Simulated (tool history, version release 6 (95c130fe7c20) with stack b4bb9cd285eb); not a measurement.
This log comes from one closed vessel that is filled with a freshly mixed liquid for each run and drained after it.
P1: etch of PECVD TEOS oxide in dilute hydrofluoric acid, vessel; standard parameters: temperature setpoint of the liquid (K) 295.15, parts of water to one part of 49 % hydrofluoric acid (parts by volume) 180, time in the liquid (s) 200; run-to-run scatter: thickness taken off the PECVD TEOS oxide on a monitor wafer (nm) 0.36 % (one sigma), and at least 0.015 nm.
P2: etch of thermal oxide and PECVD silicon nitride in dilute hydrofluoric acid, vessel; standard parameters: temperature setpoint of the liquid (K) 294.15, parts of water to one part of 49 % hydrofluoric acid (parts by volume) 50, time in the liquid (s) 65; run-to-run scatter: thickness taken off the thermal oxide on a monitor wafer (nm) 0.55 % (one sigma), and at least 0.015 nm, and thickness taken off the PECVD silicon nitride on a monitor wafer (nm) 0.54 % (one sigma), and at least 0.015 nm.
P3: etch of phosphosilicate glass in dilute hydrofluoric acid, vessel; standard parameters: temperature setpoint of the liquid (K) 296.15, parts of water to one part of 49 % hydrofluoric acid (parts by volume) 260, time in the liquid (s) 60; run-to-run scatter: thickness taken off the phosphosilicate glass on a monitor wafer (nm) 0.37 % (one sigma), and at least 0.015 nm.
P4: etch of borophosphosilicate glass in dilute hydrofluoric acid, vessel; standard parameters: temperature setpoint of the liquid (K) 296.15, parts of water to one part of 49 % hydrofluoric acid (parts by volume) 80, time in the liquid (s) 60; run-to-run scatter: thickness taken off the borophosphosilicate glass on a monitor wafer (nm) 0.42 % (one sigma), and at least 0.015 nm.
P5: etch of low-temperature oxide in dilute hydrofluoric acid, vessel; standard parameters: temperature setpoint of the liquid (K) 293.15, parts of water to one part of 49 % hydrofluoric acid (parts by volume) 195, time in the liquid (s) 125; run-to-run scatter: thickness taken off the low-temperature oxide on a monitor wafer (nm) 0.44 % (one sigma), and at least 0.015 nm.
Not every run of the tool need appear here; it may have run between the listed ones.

run,day,process that ran,temperature setpoint of the liquid (K),parts of water to one part of 49 % hydrofluoric acid (parts by volume),time in the liquid (s),hours since the thermometer was replaced,hours since the hydrofluoric acid flow meter was replaced,thickness taken off the PECVD TEOS oxide on a monitor wafer (nm),thickness taken off the low-temperature oxide on a monitor wafer (nm),thickness taken off the thermal oxide on a monitor wafer (nm),thickness taken off the PECVD silicon nitride on a monitor wafer (nm),thickness taken off the borophosphosilicate glass on a monitor wafer (nm),thickness taken off the phosphosilicate glass on a monitor wafer (nm)
1,0.35,P1,295.15,180,200,231.3,863.2,8.9854,,,,,
2,0.658,P5,293.15,195,125,238.7,870.6,,16.965,,,,
3,1.075,P5,293.15,195,65,248.7,880.6,,8.7074,,,,
4,1.371,P1,295.15,180,200,255.8,887.7,8.9942,,,,,
5,1.671,P2,294.15,50,30,263,894.9,,,2.5849,1.7682,,
6,2.092,P5,290.15,195,125,273.1,905,,14.934,,,,
7,2.425,P1,295.15,180,200,281.1,913,8.9781,,,,,
8,2.704,P1,300.15,250,200,287.8,919.7,7.1652,,,,,
9,2.938,P1,295.15,180,200,293.4,925.3,8.9524,,,,,
10,3.354,P1,295.15,285,200,303.4,935.3,5.1291,,,,,
11,3.775,P5,293.15,195,125,313.5,945.4,,16.893,,,,
12,4.192,P4,296.15,80,60,323.5,955.4,,,,,26.738,
13,4.558,P1,295.15,180,110,332.3,964.2,4.9452,,,,,
14,4.946,P2,294.15,30,65,341.6,973.5,,,9.6715,6.3911,,
15,5.3,P1,290.15,180,200,350.1,982,7.3967,,,,,
16,5.604,P4,296.15,25,60,357.4,989.3,,,,,91.503,
17,5.971,P3,303.65,260,60,366.2,998.1,,,,,,15.366
# day 6.083: thermometer replaced
18,6.312,P3,296.15,260,30,5.5,1006.3,,,,,,5.9431
19,6.667,P3,296.15,425,60,14,1014.8,,,,,,6.2527
20,6.992,P4,291.15,80,60,21.8,1022.6,,,,,21.337,
21,7.375,P1,303.15,180,200,31,1031.8,12.049,,,,,
22,7.575,P3,296.15,260,60,35.8,1036.6,,,,,,11.893
23,7.988,P3,296.15,260,60,45.7,1046.5,,,,,,11.833
24,8.312,P2,299.65,50,65,53.5,1054.3,,,7.0675,5.6241,,
25,8.688,P1,295.15,180,200,62.5,1063.3,9.0181,,,,,
26,9.033,P4,296.15,80,30,70.8,1071.6,,,,,13.263,
27,9.367,P1,295.15,40,200,78.8,1079.6,47.424,,,,,
28,9.75,P2,294.15,50,65,88,1088.8,,,5.6627,3.9416,,
29,10.038,P1,295.15,180,350,94.9,1095.7,15.68,,,,,
30,10.425,P5,293.15,270,125,104.2,1105,,11.323,,,,
31,10.804,P1,295.15,180,200,113.3,1114.1,8.9321,,,,,
32,11.092,P1,295.15,180,200,120.2,1121,8.8216,,,,,
33,11.517,P1,295.15,180,200,130.4,1131.2,8.5836,,,,,
34,11.729,P1,295.15,180,200,135.5,1136.3,8.5745,,,,,
35,12.088,P1,295.15,180,200,144.1,1144.9,8.5605,,,,,
36,12.4,P1,295.15,180,200,151.6,1152.4,8.5235,,,,,
37,12.75,P1,295.15,180,200,160,1160.8,8.504,,,,,
38,13.1,P1,295.15,180,200,168.4,1169.2,8.4496,,,,,
39,13.458,P1,295.15,180,200,177,1177.8,8.4415,,,,,
40,13.833,P1,295.15,180,200,186,1186.8,8.4492,,,,,
41,14.146,P1,295.15,180,200,193.5,1194.3,8.4119,,,,,

Compared with where it was, what P1 gives has crept away. Each cause listed below fits the log as well as the rest, at the size given for it:
A: hydrofluoric acid flow below the setpoint (%) = 4.98
B: liquid colder than its thermometer reads (K) = 1.59
Onset of the creep was near day 10.804.

Consider the 4 single-wafer check runs listed below, results given as question marks: which one distinguishes between the causes by giving clearly different results for each?
check 1,14.458,P2,294.15,50,65,,,,,?,?,,
check 2,14.458,P5,293.15,195,125,,,,?,,,,
check 3,14.458,P4,296.15,80,60,,,,,,,?,
check 4,14.458,P3,296.15,260,60,,,,,,,,?

What every check run would give for each of its results, assuming each possible cause in turn:
check,result,if A,if B
check 1,thickness taken off the thermal oxide on a monitor wafer (nm),5.3658,5.2958
check 1,thickness taken off the PECVD silicon nitride on a monitor wafer (nm),3.6966,3.4795
check 2,thickness taken off the low-temperature oxide on a monitor wafer (nm),15.882,15.866
check 3,thickness taken off the borophosphosilicate glass on a monitor wafer (nm),25.078,24.86
check 4,thickness taken off the phosphosilicate glass on a monitor wafer (nm),11.133,11.208
Per check, the gap between the least separated pair of causes, taken in the result that splits them most: check 1 6.05 %; check 2 0.1 %; check 3 0.87 %; check 4 0.67 %
Check 1 is the one run that separates the causes; every other check would come out nearly the same whichever cause is at work.

Check 1 was then run and gave: thickness taken off the thermal oxide on a monitor wafer (nm) 5.2629; thickness taken off the PECVD silicon nitride on a monitor wafer (nm) 3.4797. Which cause is it?

B is the cause: liquid colder than its thermometer reads (K).

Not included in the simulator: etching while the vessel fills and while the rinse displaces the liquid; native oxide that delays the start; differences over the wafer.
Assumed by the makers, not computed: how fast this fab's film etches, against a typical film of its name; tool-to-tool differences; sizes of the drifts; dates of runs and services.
